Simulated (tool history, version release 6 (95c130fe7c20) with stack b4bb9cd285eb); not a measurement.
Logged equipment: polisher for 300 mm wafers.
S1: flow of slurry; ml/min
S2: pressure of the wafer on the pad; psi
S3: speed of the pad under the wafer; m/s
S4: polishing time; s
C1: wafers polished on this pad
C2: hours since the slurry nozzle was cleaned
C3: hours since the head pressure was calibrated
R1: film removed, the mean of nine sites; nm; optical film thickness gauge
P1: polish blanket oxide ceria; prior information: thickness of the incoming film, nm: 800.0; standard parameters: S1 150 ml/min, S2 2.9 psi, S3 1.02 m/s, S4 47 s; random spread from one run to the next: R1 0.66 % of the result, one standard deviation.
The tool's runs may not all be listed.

run 1 hour=7.7 | S1=150 S2=2.9 S3=1.02 S4=47 | C1=379 C2=153.4 C3=300.7 | R1=213.290
run 2 hour=19.9 | S1=150 S2=2.9 S3=1.02 S4=47 | C1=523 C2=165.6 C3=312.9 | R1=214.670
run 3 hour=30.0 | S1=225 S2=2.9 S3=1.02 S4=47 | C1=641 C2=175.7 C3=323.0 | R1=227.110
run 4 hour=41.8 | S1=115 S2=2.9 S3=1.02 S4=33 | C1=779 C2=187.5 C3=334.8 | R1=142.630
run 5 hour=52.4 | S1=150 S2=1.7 S3=1.02 S4=47 | C1=904 C2=198.1 C3=345.4 | R1=125.880
run 6 hour=60.0 | S1=150 S2=2.9 S3=1.02 S4=47 | C1=993 C2=205.7 C3=353.0 | R1=211.790
run 7 hour=73.7 | S1=90 S2=2.9 S3=1.02 S4=47 | C1=1154 C2=219.4 C3=366.7 | R1=190.350
run 8 hour=84.7 | S1=150 S2=2.9 S3=1.02 S4=47 | C1=1283 C2=230.4 C3=377.7 | R1=214.110
run 9 hour=93.2 | S1=150 S2=1.4 S3=1.02 S4=64 | C1=1383 C2=238.9 C3=386.2 | R1=142.130
run 10 hour=103.7 | S1=150 S2=2.9 S3=0.46 S4=47 | C1=1506 C2=249.4 C3=396.7 | R1=95.681
run 11 hour=119.5 | S1=150 S2=2.9 S3=1.02 S4=24 | C1=1691 C2=265.2 C3=412.5 | R1=109.720
-- hour=126.7 slurry nozzle cleaned
run 12 hour=126.9 | S1=150 S2=2.9 S3=1.02 S4=47 | C1=1778 C2=0.2 C3=419.9 | R1=213.900
run 13 hour=137.3 | S1=150 S2=1.9 S3=1.02 S4=70 | C1=1900 C2=10.6 C3=430.3 | R1=209.500
run 14 hour=148.0 | S1=150 S2=2.9 S3=1.02 S4=47 | C1=2026 C2=21.3 C3=441.0 | R1=210.400
run 15 hour=159.3 | S1=150 S2=2.9 S3=1.56 S4=47 | C1=2158 C2=32.6 C3=452.3 | R1=324.390
run 16 hour=172.8 | S1=150 S2=2.9 S3=1.02 S4=72 | C1=2317 C2=46.1 C3=465.8 | R1=326.670
run 17 hour=182.4 | S1=150 S2=2.9 S3=1.02 S4=47 | C1=2429 C2=55.7 C3=475.4 | R1=214.410
run 18 hour=196.4 | S1=150 S2=4.5 S3=1.02 S4=47 | C1=2593 C2=69.7 C3=489.4 | R1=329.630
run 19 hour=208.4 | S1=150 S2=2.9 S3=1.02 S4=47 | C1=2734 C2=81.7 C3=501.4 | R1=214.700
run 20 hour=222.4 | S1=150 S2=2.9 S3=1.02 S4=47 | C1=2899 C2=95.7 C3=515.4 | R1=205.700
run 21 hour=231.9 | S1=150 S2=2.9 S3=1.02 S4=47 | C1=3010 C2=105.2 C3=524.9 | R1=203.010
run 22 hour=243.1 | S1=150 S2=2.9 S3=1.02 S4=47 | C1=3141 C2=116.4 C3=536.1 | R1=202.850
run 23 hour=255.4 | S1=150 S2=2.9 S3=1.02 S4=47 | C1=3286 C2=128.7 C3=548.4 | R1=196.630

What does the tool deliver on the next run?
run 24 hour=263.8 | S1=150 S2=2.9 S3=1.02 S4=47 | C1=3384 C2=137.1 C3=556.8 | R1=?

For run 24 the tool returned R1 197.220 nm.
